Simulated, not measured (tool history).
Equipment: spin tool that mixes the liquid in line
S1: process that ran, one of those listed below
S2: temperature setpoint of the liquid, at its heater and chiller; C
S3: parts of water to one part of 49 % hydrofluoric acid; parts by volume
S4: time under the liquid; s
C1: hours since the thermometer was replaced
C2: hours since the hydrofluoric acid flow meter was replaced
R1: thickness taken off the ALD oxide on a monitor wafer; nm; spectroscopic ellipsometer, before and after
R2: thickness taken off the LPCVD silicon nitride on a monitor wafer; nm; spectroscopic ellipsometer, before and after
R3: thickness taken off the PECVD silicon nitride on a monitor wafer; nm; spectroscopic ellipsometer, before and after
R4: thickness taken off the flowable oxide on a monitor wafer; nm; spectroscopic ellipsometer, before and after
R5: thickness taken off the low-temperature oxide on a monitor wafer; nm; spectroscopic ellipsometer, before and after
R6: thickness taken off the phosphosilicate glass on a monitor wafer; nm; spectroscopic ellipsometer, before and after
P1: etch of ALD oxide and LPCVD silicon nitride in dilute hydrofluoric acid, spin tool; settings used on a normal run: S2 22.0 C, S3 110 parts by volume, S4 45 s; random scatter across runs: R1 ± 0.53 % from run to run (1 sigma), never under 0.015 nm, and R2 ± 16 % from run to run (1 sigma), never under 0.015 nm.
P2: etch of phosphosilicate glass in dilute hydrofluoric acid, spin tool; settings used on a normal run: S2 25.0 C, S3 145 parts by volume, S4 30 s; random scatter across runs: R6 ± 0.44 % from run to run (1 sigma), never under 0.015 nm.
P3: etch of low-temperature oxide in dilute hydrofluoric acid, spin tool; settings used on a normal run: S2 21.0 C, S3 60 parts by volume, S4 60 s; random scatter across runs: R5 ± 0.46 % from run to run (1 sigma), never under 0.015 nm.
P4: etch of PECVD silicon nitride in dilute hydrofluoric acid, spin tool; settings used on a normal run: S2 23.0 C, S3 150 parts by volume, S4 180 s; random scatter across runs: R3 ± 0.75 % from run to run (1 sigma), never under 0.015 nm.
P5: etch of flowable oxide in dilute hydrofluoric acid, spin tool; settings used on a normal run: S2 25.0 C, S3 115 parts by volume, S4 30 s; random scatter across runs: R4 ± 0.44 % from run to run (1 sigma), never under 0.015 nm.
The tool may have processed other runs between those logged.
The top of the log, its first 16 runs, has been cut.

{"run": 17, "day": 5.608, "S1": "P5", "S2": 20.5, "S3": 115, "S4": 30, "C1": 911.3, "C2": 1266.7, "R4": 7.8262}
{"run": 18, "day": 6.1, "S1": "P3", "S2": 21.0, "S3": 60, "S4": 110, "C1": 923.1, "C2": 1278.5, "R5": 19.899}
{"run": 19, "day": 6.4, "S1": "P2", "S2": 25.0, "S3": 215, "S4": 30, "C1": 930.3, "C2": 1285.7, "R6": 8.4873}
{"run": 20, "day": 6.646, "S1": "P2", "S2": 25.0, "S3": 145, "S4": 55, "C1": 936.2, "C2": 1291.6, "R6": 24.593}
{"run": 21, "day": 6.871, "S1": "P1", "S2": 22.0, "S3": 110, "S4": 45, "C1": 941.6, "C2": 1297.0, "R1": 4.3708, "R2": 0.14409}
{"run": 22, "day": 7.183, "S1": "P3", "S2": 21.0, "S3": 85, "S4": 60, "C1": 949.1, "C2": 1304.5, "R5": 7.4626}
{"run": 23, "day": 7.446, "S1": "P1", "S2": 17.0, "S3": 65, "S4": 45, "C1": 955.4, "C2": 1310.8, "R1": 6.322, "R2": 0.26802}
{"run": 24, "day": 7.912, "S1": "P1", "S2": 22.0, "S3": 185, "S4": 85, "C1": 966.6, "C2": 1322.0, "R1": 4.5645, "R2": 0.15162}
{"run": 25, "day": 8.175, "S1": "P5", "S2": 25.0, "S3": 60, "S4": 30, "C1": 972.9, "C2": 1328.3, "R4": 19.348}
{"run": 26, "day": 8.65, "S1": "P5", "S2": 25.0, "S3": 115, "S4": 30, "C1": 984.3, "C2": 1339.7, "R4": 9.337}
{"run": 27, "day": 9.075, "S1": "P1", "S2": 22.0, "S3": 110, "S4": 45, "C1": 994.5, "C2": 1349.9, "R1": 4.4107, "R2": 0.15288}
{"run": 28, "day": 9.45, "S1": "P1", "S2": 28.0, "S3": 110, "S4": 45, "C1": 1003.5, "C2": 1358.9, "R1": 5.5956, "R2": 0.20227}
{"run": 29, "day": 9.892, "S1": "P1", "S2": 22.0, "S3": 110, "S4": 75, "C1": 1014.1, "C2": 1369.5, "R1": 7.2968, "R2": 0.31004}
{"run": 30, "day": 10.217, "S1": "P1", "S2": 22.0, "S3": 110, "S4": 45, "C1": 1021.9, "C2": 1377.3, "R1": 4.4175, "R2": 0.15621}
{"run": 31, "day": 10.592, "S1": "P2", "S2": 32.5, "S3": 145, "S4": 30, "C1": 1030.9, "C2": 1386.3, "R6": 17.881}
{"run": 32, "day": 10.838, "S1": "P1", "S2": 22.0, "S3": 180, "S4": 45, "C1": 1036.8, "C2": 1392.2, "R1": 2.4981, "R2": 0.12499}
{"run": 33, "day": 11.233, "S1": "P4", "S2": 23.0, "S3": 75, "S4": 180, "C1": 1046.3, "C2": 1401.7, "R3": 6.1725}
{"run": 34, "day": 11.571, "S1": "P1", "S2": 22.0, "S3": 110, "S4": 45, "C1": 1054.4, "C2": 1409.8, "R1": 4.4059, "R2": 0.15877}
{"run": 35, "day": 12.054, "S1": "P1", "S2": 22.0, "S3": 110, "S4": 45, "C1": 1066.0, "C2": 1421.4, "R1": 4.2458, "R2": 0.15294}
{"run": 36, "day": 12.504, "S1": "P1", "S2": 22.0, "S3": 110, "S4": 45, "C1": 1076.8, "C2": 1432.2, "R1": 4.1558, "R2": 0.13125}

What does the tool deliver on the next run?
{"run": 37, "day": 12.825, "S1": "P1", "S2": 22.0, "S3": 110, "S4": 45, "C1": 1084.5, "C2": 1439.9, "R1": "?", "R2": "?"}

{"run 37": {"R1": 4.0791, "R2": 0.11855}}
